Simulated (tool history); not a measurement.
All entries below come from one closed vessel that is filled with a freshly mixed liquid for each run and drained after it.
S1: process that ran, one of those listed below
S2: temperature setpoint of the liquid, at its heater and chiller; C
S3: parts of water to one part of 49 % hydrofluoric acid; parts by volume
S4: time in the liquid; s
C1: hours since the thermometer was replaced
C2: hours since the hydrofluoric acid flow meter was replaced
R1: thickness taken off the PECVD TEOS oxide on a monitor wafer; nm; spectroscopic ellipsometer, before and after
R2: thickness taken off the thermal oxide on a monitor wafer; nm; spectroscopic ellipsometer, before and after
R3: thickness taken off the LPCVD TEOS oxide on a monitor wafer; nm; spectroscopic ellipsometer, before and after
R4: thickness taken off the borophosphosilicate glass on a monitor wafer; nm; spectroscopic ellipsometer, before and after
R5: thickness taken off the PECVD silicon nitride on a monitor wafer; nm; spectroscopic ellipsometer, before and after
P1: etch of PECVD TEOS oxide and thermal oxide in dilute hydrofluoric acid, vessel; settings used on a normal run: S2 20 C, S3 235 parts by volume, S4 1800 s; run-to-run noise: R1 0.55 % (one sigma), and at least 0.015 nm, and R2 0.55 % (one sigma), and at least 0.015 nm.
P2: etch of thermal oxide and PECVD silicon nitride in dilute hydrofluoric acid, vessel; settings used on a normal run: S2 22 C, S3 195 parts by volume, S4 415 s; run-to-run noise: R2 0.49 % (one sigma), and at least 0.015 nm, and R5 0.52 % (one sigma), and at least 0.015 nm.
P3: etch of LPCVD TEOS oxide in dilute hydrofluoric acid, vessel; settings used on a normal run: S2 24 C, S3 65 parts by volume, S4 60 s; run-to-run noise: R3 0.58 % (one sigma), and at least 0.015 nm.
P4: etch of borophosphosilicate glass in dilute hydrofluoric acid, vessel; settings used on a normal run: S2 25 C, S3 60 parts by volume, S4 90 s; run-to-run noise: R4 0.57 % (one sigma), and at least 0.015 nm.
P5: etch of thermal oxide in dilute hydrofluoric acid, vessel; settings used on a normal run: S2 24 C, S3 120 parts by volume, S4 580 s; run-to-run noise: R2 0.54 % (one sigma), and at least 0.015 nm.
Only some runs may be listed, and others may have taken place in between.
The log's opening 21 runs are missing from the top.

run 22 hour=73.8 | S1=P2 S2=22 S3=195 S4=415 | C1=463.4 C2=1750.5 | R2=8.1142 R5=4.6585
run 23 hour=78.8 | S1=P5 S2=24 S3=120 S4=580 | C1=468.4 C2=1755.5 | R2=22.042
run 24 hour=81 | S1=P2 S2=22 S3=195 S4=745 | C1=470.6 C2=1757.7 | R2=14.53 R5=8.2732
run 25 hour=85.6 | S1=P2 S2=29 S3=195 S4=415 | C1=475.2 C2=1762.3 | R2=10.446 R5=7.1349
run 26 hour=88.6 | S1=P3 S2=28.5 S3=65 S4=60 | C1=478.2 C2=1765.3 | R3=64.421
run 27 hour=93.4 | S1=P5 S2=24 S3=195 S4=580 | C1=483 C2=1770.1 | R2=12.633
run 28 hour=96.8 | S1=P5 S2=24 S3=120 S4=580 | C1=486.4 C2=1773.5 | R2=22.084
run 29 hour=100.7 | S1=P1 S2=20 S3=415 S4=1800 | C1=490.3 C2=1777.4 | R1=23.685 R2=13.776
run 30 hour=104 | S1=P5 S2=24 S3=120 S4=30 | C1=493.6 C2=1780.7 | R2=1.1319
run 31 hour=108.6 | S1=P1 S2=20 S3=235 S4=1800 | C1=498.2 C2=1785.3 | R1=49.738 R2=28.565
run 32 hour=112.9 | S1=P1 S2=20 S3=235 S4=1800 | C1=502.5 C2=1789.6 | R1=48.125 R2=28

For run 33, what comes out?
run 33 hour=116.5 | S1=P1 S2=20 S3=235 S4=1800 | C1=506.1 C2=1793.2 | R1=? R2=?

Run 33 yielded R1 47.717 nm, R2 27.347 nm.
